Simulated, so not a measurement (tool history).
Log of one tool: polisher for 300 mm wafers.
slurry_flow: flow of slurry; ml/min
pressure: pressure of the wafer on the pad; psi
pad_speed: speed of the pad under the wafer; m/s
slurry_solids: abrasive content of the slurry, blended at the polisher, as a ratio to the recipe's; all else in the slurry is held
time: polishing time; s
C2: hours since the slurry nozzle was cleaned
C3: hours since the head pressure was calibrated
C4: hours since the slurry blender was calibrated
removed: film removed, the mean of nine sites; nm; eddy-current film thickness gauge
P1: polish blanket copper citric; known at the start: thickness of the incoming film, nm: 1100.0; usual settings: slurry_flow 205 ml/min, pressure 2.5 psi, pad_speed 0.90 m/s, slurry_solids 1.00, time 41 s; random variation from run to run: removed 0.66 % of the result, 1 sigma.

run 1 hour=7.3 | slurry_flow=205 pressure=2.5 pad_speed=0.90 slurry_solids=1.00 time=41 | wafers_polished_on_this_pad=570 C2=75.2 C3=549.6 C4=267.4 | removed=61.859
run 2 hour=14.5 | slurry_flow=125 pressure=2.5 pad_speed=0.90 slurry_solids=1.00 time=41 | wafers_polished_on_this_pad=643 C2=82.4 C3=556.8 C4=274.6 | removed=56.741
run 3 hour=25.0 | slurry_flow=205 pressure=2.5 pad_speed=0.90 slurry_solids=1.00 time=41 | wafers_polished_on_this_pad=749 C2=92.9 C3=567.3 C4=285.1 | removed=60.790
run 4 hour=29.7 | slurry_flow=205 pressure=2.5 pad_speed=0.90 slurry_solids=1.00 time=19 | wafers_polished_on_this_pad=797 C2=97.6 C3=572.0 C4=289.8 | removed=28.339
run 5 hour=36.2 | slurry_flow=315 pressure=2.5 pad_speed=0.90 slurry_solids=1.00 time=41 | wafers_polished_on_this_pad=862 C2=104.1 C3=578.5 C4=296.3 | removed=64.157
run 6 hour=44.4 | slurry_flow=205 pressure=2.5 pad_speed=0.44 slurry_solids=1.00 time=41 | wafers_polished_on_this_pad=945 C2=112.3 C3=586.7 C4=304.5 | removed=30.780
-- hour=46.3 slurry nozzle cleaned
-- hour=48.5 slurry blender recalibrated
run 7 hour=49.4 | slurry_flow=205 pressure=3.8 pad_speed=0.90 slurry_solids=1.00 time=41 | wafers_polished_on_this_pad=996 C2=3.2 C3=591.7 C4=1.0 | removed=91.810
run 8 hour=59.1 | slurry_flow=205 pressure=2.5 pad_speed=0.90 slurry_solids=1.00 time=41 | wafers_polished_on_this_pad=1094 C2=12.9 C3=601.4 C4=10.7 | removed=61.805
run 9 hour=68.9 | slurry_flow=205 pressure=2.5 pad_speed=0.90 slurry_solids=0.75 time=41 | wafers_polished_on_this_pad=1193 C2=22.7 C3=611.2 C4=20.5 | removed=57.880
run 10 hour=79.0 | slurry_flow=295 pressure=2.5 pad_speed=1.26 slurry_solids=1.00 time=41 | wafers_polished_on_this_pad=1295 C2=32.8 C3=621.3 C4=30.6 | removed=88.526
run 11 hour=88.3 | slurry_flow=305 pressure=3.5 pad_speed=0.90 slurry_solids=1.00 time=41 | wafers_polished_on_this_pad=1389 C2=42.1 C3=630.6 C4=39.9 | removed=87.700
run 12 hour=94.8 | slurry_flow=205 pressure=2.5 pad_speed=0.90 slurry_solids=1.00 time=41 | wafers_polished_on_this_pad=1455 C2=48.6 C3=637.1 C4=46.4 | removed=61.527
-- hour=98.2 head pressure recalibrated
run 13 hour=100.6 | slurry_flow=205 pressure=2.5 pad_speed=0.90 slurry_solids=1.00 time=41 | wafers_polished_on_this_pad=1514 C2=54.4 C3=2.5 C4=52.2 | removed=61.620
run 14 hour=108.4 | slurry_flow=205 pressure=1.1 pad_speed=0.90 slurry_solids=1.00 time=41 | wafers_polished_on_this_pad=1593 C2=62.2 C3=10.3 C4=60.0 | removed=28.050

Run 15 comes next. What will it give?
run 15 hour=118.7 | slurry_flow=205 pressure=2.5 pad_speed=1.38 slurry_solids=1.00 time=41 | wafers_polished_on_this_pad=1697 C2=72.5 C3=20.6 C4=70.3 | removed=?

{"run 15": {"removed": 91.961}}
